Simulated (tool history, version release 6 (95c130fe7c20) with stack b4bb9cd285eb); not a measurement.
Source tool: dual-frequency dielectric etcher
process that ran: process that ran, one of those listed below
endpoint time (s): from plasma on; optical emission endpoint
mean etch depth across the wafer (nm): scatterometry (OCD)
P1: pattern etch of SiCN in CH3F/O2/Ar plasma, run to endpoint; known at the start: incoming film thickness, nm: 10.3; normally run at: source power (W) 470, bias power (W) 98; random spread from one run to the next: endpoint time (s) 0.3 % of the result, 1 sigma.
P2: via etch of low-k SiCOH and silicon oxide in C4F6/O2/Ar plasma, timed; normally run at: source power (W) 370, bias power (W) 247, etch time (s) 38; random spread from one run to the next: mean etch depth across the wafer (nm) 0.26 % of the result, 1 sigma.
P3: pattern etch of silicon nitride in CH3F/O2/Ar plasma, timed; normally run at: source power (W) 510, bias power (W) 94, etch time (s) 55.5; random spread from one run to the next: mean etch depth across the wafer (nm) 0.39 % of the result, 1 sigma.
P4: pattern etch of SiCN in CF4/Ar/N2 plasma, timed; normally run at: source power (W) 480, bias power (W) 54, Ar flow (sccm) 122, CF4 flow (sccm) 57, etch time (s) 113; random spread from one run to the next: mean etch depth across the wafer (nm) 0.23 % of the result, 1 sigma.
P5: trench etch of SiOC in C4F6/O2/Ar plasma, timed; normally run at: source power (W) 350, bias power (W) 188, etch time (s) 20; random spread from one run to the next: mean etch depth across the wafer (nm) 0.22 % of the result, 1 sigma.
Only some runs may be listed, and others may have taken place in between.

run	hour	process that ran	source power (W)	bias power (W)	Ar flow (sccm)	CF4 flow (sccm)	etch time (s)	hours since the last wet clean	hours since the last source power generator calibration	hours since the last bias power generator calibration	endpoint time (s)	mean etch depth across the wafer (nm)
1	5.6	P1	470	98				164.4	604.5	273.2	23.934	
2	11.2	P4	480	54	122	76	113	170	610.1	278.8		91.89
3	16.9	P1	470	126				175.7	615.8	284.5	21.729	
4	20.8	P1	470	98				179.6	619.7	288.4	24.058	
5	25.1	P1	470	66				183.9	624	292.7	27.459	
6	28.9	P1	340	60				187.7	627.8	296.5	32.232	
7	34.8	P3	510	94			55.5	193.6	633.7	302.4		46.075
8	39.8	P1	470	98				198.6	638.7	307.4	23.79	
9	45.7	P2	370	349			38	204.5	644.6	313.3		123.39
# hour 51.7: source power generator calibrated
10	51.7	P5	350	135			20	210.5	0	319.3		36.515
11	56.1	P1	470	98				214.9	4.4	323.7	23.849	
# hour 61.7: wet clean of the chamber
12	61.8	P4	480	54	122	57	113	0.2	10.1	329.4		87.186
13	66.2	P1	580	98				4.6	14.5	333.8	22.117	
14	70.9	P4	480	54	78	57	113	9.3	19.2	338.5		94.325
15	77	P2	370	247			23	15.4	25.3	344.6		66.588
16	80.3	P1	470	98				18.7	28.6	347.9	23.938	
17	86.2	P1	470	98				24.6	34.5	353.8	23.872	
18	89.4	P1	620	116				27.8	37.7	357	20.246	
19	93.3	P3	510	123			55.5	31.7	41.6	360.9		50.912
20	98.3	P3	510	94			30.5	36.7	46.6	365.9		25.596
21	102.3	P4	480	54	122	57	162.5	40.7	50.6	369.9		124.47
22	107.2	P1	330	98				45.6	55.5	374.8	27.165	
23	111.2	P4	340	54	122	57	113	49.6	59.5	378.8		64.331
24	115.1	P3	670	94			55.5	53.5	63.4	382.7		51.015
25	118.3	P5	350	188			27	56.7	66.6	385.9		54.955
26	122.7	P2	270	247			38	61.1	71	390.3		97.603
27	127.2	P2	370	247			38	65.6	75.5	394.8		109.57
28	131.2	P1	470	98				69.6	79.5	398.8	23.997	
29	135	P5	350	188			20	73.4	83.3	402.6		40.649
30	141.2	P4	480	67	122	57	113	79.6	89.5	408.8		94.001
31	146.8	P5	490	188			20	85.2	95.1	414.4		46.353
32	151.8	P1	470	98				90.2	100.1	419.4	23.892	
33	158	P1	470	98				96.4	106.3	425.6	23.729	
34	161.7	P1	470	98				100.1	110	429.3	23.671	
# hour 164: wet clean of the chamber
35	166.3	P1	470	98				2.3	114.6	433.9	23.55	
36	170.1	P1	470	98				6.1	118.4	437.7	23.592	
37	174.9	P1	470	98				10.9	123.2	442.5	23.626	
38	179.7	P1	470	98				15.7	128	447.3	23.475	

What P1 gives has crept off from where it sat before. The 2 causes that follow fit the log equally well, each at the size noted:
A: source power that arrives over what is set, % = 4.15
B: bias power that arrives over what is set, % = 4.12
The creep began at about hour 151.8.
All other causes, with the reason each is excluded:
chamber walls in a state that raises the etch rate, %: was serviced at hour 164, once the creep was under way, yet the earlier output never came back

Question marks stand in for the results of the 4 check runs listed below, each run on one wafer. Under which run would the listed causes show clearly different results?
check 1	184.5	P5	410	188			26					?
check 2	184.5	P3	640	94			35.5					?
check 3	184.5	P4	390	54	122	57	113					?
check 4	184.5	P2	370	322			23.5					?

What each check would give under each cause:
check	result	if A	if B
check 1	mean etch depth across the wafer (nm)	57.041	56.877
check 2	mean etch depth across the wafer (nm)	32.726	32.689
check 3	mean etch depth across the wafer (nm)	75.227	73.64
check 4	mean etch depth across the wafer (nm)	75.413	75.342
Minimum pairwise separation of causes per check, each pair taken at its best-separating result: check 1 0.29 %; check 2 0.11 %; check 3 2.13 %; check 4 0.09 %
Only check 3 tells the causes apart: in the others they would give nearly the same result.

Then check 3 was run and gave: mean etch depth across the wafer (nm) 75.406. Which cause is it?

Of the candidate causes, it is A: source power that arrives over what is set, %.

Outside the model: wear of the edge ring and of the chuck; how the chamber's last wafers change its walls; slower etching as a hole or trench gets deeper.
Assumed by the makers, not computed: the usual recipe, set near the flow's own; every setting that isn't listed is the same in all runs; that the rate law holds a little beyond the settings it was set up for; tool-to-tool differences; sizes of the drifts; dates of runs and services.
